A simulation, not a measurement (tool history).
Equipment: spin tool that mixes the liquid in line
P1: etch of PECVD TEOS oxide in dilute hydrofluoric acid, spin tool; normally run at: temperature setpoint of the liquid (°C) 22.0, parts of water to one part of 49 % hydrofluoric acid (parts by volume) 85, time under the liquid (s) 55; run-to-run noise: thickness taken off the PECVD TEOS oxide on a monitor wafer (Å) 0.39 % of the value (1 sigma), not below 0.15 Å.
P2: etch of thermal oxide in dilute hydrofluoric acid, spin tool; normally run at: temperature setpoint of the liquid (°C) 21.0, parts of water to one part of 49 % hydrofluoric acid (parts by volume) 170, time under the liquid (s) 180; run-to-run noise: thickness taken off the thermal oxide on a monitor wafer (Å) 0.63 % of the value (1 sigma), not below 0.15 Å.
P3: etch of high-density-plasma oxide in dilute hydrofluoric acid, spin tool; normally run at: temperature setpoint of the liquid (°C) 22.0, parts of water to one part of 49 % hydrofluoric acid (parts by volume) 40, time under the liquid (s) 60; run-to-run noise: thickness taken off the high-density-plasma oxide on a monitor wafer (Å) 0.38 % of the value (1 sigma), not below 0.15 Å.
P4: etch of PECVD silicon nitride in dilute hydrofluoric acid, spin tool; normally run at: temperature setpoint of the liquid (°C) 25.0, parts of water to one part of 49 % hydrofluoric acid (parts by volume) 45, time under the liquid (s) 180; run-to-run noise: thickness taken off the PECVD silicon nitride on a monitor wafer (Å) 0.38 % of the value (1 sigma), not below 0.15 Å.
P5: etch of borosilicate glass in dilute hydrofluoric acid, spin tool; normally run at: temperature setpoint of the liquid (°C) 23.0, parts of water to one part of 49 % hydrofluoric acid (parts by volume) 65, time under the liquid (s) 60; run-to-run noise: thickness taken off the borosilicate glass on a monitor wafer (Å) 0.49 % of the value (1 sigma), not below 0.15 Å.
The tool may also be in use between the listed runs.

run   hour  process that ran  temperature setpoint of the liquid (°C)  parts of water to one part of 49 % hydrofluoric acid (parts by volume)  time under the liquid (s)  hours since the thermometer was replaced  hours since the hydrofluoric acid flow meter was replaced  thickness taken off the PECVD TEOS oxide on a monitor wafer (Å)  thickness taken off the high-density-plasma oxide on a monitor wafer (Å)  thickness taken off the PECVD silicon nitride on a monitor wafer (Å)  thickness taken off the borosilicate glass on a monitor wafer (Å)  thickness taken off the thermal oxide on a monitor wafer (Å)
  1    5.7                P1                                     22.0                                                                      85                         55                                     886.6                                                      527.0                                                          130.450
  2   11.0                P3                                     22.0                                                                      40                         60                                     891.9                                                      532.3                                                                                                                                     86.867
  3   16.2                P4                                     25.0                                                                      25                        180                                     897.1                                                      537.5                                                                                                                                                                                                           418.43
  4   23.1                P5                                     23.0                                                                      65                         60                                     904.0                                                      544.4                                                                                                                                                                                                                                                                              434.84
  5   30.8                P2                                     21.0                                                                     170                         95                                     911.7                                                      552.1                                                                                                                                                                                                                                                                                                                                            20.550
  6   39.8                P1                                     22.0                                                                      85                         55                                     920.7                                                      561.1                                                          131.060
  7   47.6                P1                                     27.5                                                                      85                         55                                     928.5                                                      568.9                                                          162.650
      52.0  -- thermometer replaced
  8   57.6                P1                                     22.0                                                                      85                        105                                       5.7                                                      578.9                                                          251.950
  9   67.1                P2                                     17.0                                                                     170                        180                                      15.2                                                      588.4                                                                                                                                                                                                                                                                                                                                            33.227
 10   75.2                P4                                     25.0                                                                      45                        350                                      23.3                                                      596.5                                                                                                                                                                                                           466.23
 11   84.3                P5                                     23.0                                                                      65                         15                                      32.4                                                      605.6                                                                                                                                                                                                                                                                              108.63
 12   92.1                P5                                     23.0                                                                      40                         60                                      40.2                                                      613.4                                                                                                                                                                                                                                                                              732.88
 13  100.3                P1                                     18.5                                                                     140                         55                                      48.4                                                      621.6                                                           64.731
     107.0  -- hydrofluoric acid flow meter replaced
 14  109.3                P3                                     29.0                                                                      40                         60                                      57.4                                                        2.4                                                                                                                                    115.670
 15  114.6                P2                                     21.0                                                                     170                        180                                      62.7                                                        7.7                                                                                                                                                                                                                                                                                                                                            38.756
 16  122.0                P1                                     22.0                                                                      85                         15                                      70.1                                                       15.1                                                           35.518
 17  126.9                P1                                     22.0                                                                      40                         55                                      75.0                                                       20.0                                                          293.690
 18  136.8                P1                                     17.0                                                                      85                         55                                      84.9                                                       29.9                                                          106.260
 19  146.3                P3                                     22.0                                                                      40                        120                                      94.4                                                       39.4                                                                                                                                    174.260
 20  152.6                P3                                     22.0                                                                      60                         60                                     100.7                                                       45.7                                                                                                                                     56.695
 21  161.1                P1                                     22.0                                                                      85                         55                                     109.2                                                       54.2                                                          131.470
 22  165.9                P2                                     21.0                                                                     170                        180                                     114.0                                                       59.0                                                                                                                                                                                                                                                                                                                                            38.909
 23  170.6                P4                                     25.0                                                                      45                        180                                     118.7                                                       63.7                                                                                                                                                                                                           236.84
 24  178.1                P1                                     22.0                                                                      85                         55                                     126.2                                                       71.2                                                          129.840
 25  183.3                P1                                     22.0                                                                      85                         55                                     131.4                                                       76.4                                                          131.100
 26  190.5                P4                                     32.5                                                                      45                        180                                     138.6                                                       83.6                                                                                                                                                                                                           388.77
 27  201.0                P2                                     21.0                                                                     270                        180                                     149.1                                                       94.1                                                                                                                                                                                                                                                                                                                                            22.151
 28  206.5                P5                                     17.0                                                                      65                         60                                     154.6                                                       99.6                                                                                                                                                                                                                                                                              339.41
 29  216.7                P1                                     22.0                                                                     135                         55                                     164.8                                                      109.8                                                           77.754
 30  226.1                P1                                     25.5                                                                     125                         55                                     174.2                                                      119.2                                                           96.812
 31  232.9                P1                                     22.0                                                                      85                         55                                     181.0                                                      126.0                                                          131.280
 32  238.1                P1                                     29.5                                                                      85                         20                                     186.2                                                      131.2                                                           64.174
 33  247.7                P1                                     22.0                                                                      85                         55                                     195.8                                                      140.8                                                          130.130
 34  253.1                P1                                     22.0                                                                      85                         55                                     201.2                                                      146.2                                                          127.060
 35  262.4                P1                                     22.0                                                                      85                         55                                     210.5                                                      155.5                                                          124.660
 36  272.0                P1                                     22.0                                                                      85                         55                                     220.1                                                      165.1                                                          122.590
 37  278.8                P1                                     22.0                                                                      85                         55                                     226.9                                                      171.9                                                          121.390
 38  288.2                P1                                     22.0                                                                      85                         55                                     236.3                                                      181.3                                                          121.140
 39  294.8                P1                                     22.0                                                                      85                         55                                     242.9                                                      187.9                                                          119.920
 40  301.2                P1                                     22.0                                                                      85                         55                                     249.3                                                      194.3                                                          120.090
 41  309.4                P1                                     22.0                                                                      85                         55                                     257.5                                                      202.5                                                          120.110

The output of P1 has drifted from where it used to be. Each of the 2 causes below, taken at the size shown beside it, accounts for the log equally well:
A: liquid colder than its thermometer reads (K) = 2.15
B: hydrofluoric acid flow below the setpoint (%) = 7.67
At approximately hour 247.7, the process output began to creep.

Below are 4 check runs, each on a single wafer, with their results shown as question marks. Which of them would tell the listed causes apart, meaning the causes would give clearly different results under it?
check 1  317.6                P3                                     22.0                                                                      40                         60                                                                                                                                                                                                                                               ?
check 2  317.6                P2                                     21.0                                                                     170                        180                                                                                                                                                                                                                                                                                                                                                                                                                                                      ?
check 3  317.6                P4                                     25.0                                                                      45                        180                                                                                                                                                                                                                                                                                                                     ?
check 4  317.6                P5                                     23.0                                                                      65                         60                                                                                                                                                                                                                                                                                                                                                                                        ?

Check results expected under each cause:
  check                                                                    result    if A    if B
check 1  thickness taken off the high-density-plasma oxide on a monitor wafer (Å)  79.207  79.793
check 2              thickness taken off the thermal oxide on a monitor wafer (Å)  35.583  35.237
check 3      thickness taken off the PECVD silicon nitride on a monitor wafer (Å)  205.58  219.88
check 4         thickness taken off the borosilicate glass on a monitor wafer (Å)  398.17  399.10
Per-check spread between the two closest causes, in the result where they differ most: check 1 0.74 %; check 2 0.98 %; check 3 6.73 %; check 4 0.23 %
Of the check runs offered, only check 3 discriminates between the causes; the rest would read about the same regardless of which cause applies.

Check 3 was then run and gave: thickness taken off the PECVD silicon nitride on a monitor wafer (Å) 219.33. Which cause is it?

It is B: hydrofluoric acid flow below the setpoint (%).
